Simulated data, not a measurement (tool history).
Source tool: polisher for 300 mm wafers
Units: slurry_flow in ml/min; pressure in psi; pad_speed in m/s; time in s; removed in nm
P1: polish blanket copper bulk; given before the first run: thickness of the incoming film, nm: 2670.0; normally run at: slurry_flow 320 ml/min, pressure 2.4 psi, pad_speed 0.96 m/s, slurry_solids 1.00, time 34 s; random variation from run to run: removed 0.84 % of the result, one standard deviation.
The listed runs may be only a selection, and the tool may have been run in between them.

{"run": 1, "hour": 5.3, "slurry_flow": 320, "pressure": 2.4, "pad_speed": 0.96, "slurry_solids": 1.0, "time": 34, "removed": 204.84}
{"run": 2, "hour": 13.5, "slurry_flow": 320, "pressure": 2.4, "pad_speed": 0.96, "slurry_solids": 1.0, "time": 45, "removed": 272.99}
{"run": 3, "hour": 17.4, "slurry_flow": 320, "pressure": 2.4, "pad_speed": 0.96, "slurry_solids": 1.0, "time": 34, "removed": 204.62}
{"run": 4, "hour": 24.8, "slurry_flow": 245, "pressure": 1.8, "pad_speed": 0.96, "slurry_solids": 1.0, "time": 34, "removed": 149.54}
{"run": 5, "hour": 31.8, "slurry_flow": 320, "pressure": 2.4, "pad_speed": 1.38, "slurry_solids": 1.0, "time": 34, "removed": 296.12}
{"run": 6, "hour": 37.5, "slurry_flow": 320, "pressure": 3.5, "pad_speed": 0.96, "slurry_solids": 1.0, "time": 34, "removed": 298.62}
{"run": 7, "hour": 45.5, "slurry_flow": 320, "pressure": 2.4, "pad_speed": 0.96, "slurry_solids": 1.0, "time": 34, "removed": 206.36}
{"run": 8, "hour": 52.1, "slurry_flow": 320, "pressure": 2.4, "pad_speed": 0.96, "slurry_solids": 1.0, "time": 34, "removed": 205.56}
{"hour": 53.5, "done": "head pressure recalibrated"}
{"hour": 56.1, "done": "slurry blender recalibrated"}
{"run": 9, "hour": 57.0, "slurry_flow": 320, "pressure": 2.4, "pad_speed": 0.62, "slurry_solids": 1.0, "time": 34, "removed": 129.99}
{"run": 10, "hour": 64.1, "slurry_flow": 320, "pressure": 1.6, "pad_speed": 0.96, "slurry_solids": 1.0, "time": 34, "removed": 136.48}
{"run": 11, "hour": 69.7, "slurry_flow": 320, "pressure": 2.4, "pad_speed": 0.96, "slurry_solids": 1.5, "time": 34, "removed": 226.41}
{"run": 12, "hour": 77.6, "slurry_flow": 320, "pressure": 2.4, "pad_speed": 0.96, "slurry_solids": 1.0, "time": 34, "removed": 201.73}
{"run": 13, "hour": 85.4, "slurry_flow": 455, "pressure": 2.4, "pad_speed": 0.96, "slurry_solids": 1.0, "time": 34, "removed": 210.33}
{"run": 14, "hour": 89.7, "slurry_flow": 190, "pressure": 2.4, "pad_speed": 0.96, "slurry_solids": 1.0, "time": 34, "removed": 193.51}
{"run": 15, "hour": 94.2, "slurry_flow": 320, "pressure": 2.4, "pad_speed": 0.96, "slurry_solids": 0.55, "time": 34, "removed": 182.93}
{"run": 16, "hour": 97.8, "slurry_flow": 320, "pressure": 2.4, "pad_speed": 0.96, "slurry_solids": 1.0, "time": 25, "removed": 150.36}
{"run": 17, "hour": 105.5, "slurry_flow": 320, "pressure": 2.4, "pad_speed": 0.96, "slurry_solids": 1.0, "time": 34, "removed": 205.07}
{"run": 18, "hour": 111.8, "slurry_flow": 320, "pressure": 2.4, "pad_speed": 0.96, "slurry_solids": 1.0, "time": 34, "removed": 199.83}
{"run": 19, "hour": 117.9, "slurry_flow": 320, "pressure": 2.4, "pad_speed": 0.96, "slurry_solids": 1.0, "time": 34, "removed": 197.73}
{"run": 20, "hour": 121.7, "slurry_flow": 320, "pressure": 2.4, "pad_speed": 0.96, "slurry_solids": 1.0, "time": 34, "removed": 194.95}
{"run": 21, "hour": 126.0, "slurry_flow": 320, "pressure": 2.4, "pad_speed": 0.96, "slurry_solids": 1.0, "time": 34, "removed": 194.71}
{"hour": 126.4, "done": "head pressure recalibrated"}
{"run": 22, "hour": 131.1, "slurry_flow": 320, "pressure": 2.4, "pad_speed": 0.96, "slurry_solids": 1.0, "time": 34, "removed": 194.63}

Run 23 is up next; what results do you expect?
{"hour": 131.7, "done": "slurry blender recalibrated"}
{"run": 23, "hour": 136.5, "slurry_flow": 320, "pressure": 2.4, "pad_speed": 0.96, "slurry_solids": 1.0, "time": 34, "removed": "?"}

Run 23 produced removed 193.78 nm.

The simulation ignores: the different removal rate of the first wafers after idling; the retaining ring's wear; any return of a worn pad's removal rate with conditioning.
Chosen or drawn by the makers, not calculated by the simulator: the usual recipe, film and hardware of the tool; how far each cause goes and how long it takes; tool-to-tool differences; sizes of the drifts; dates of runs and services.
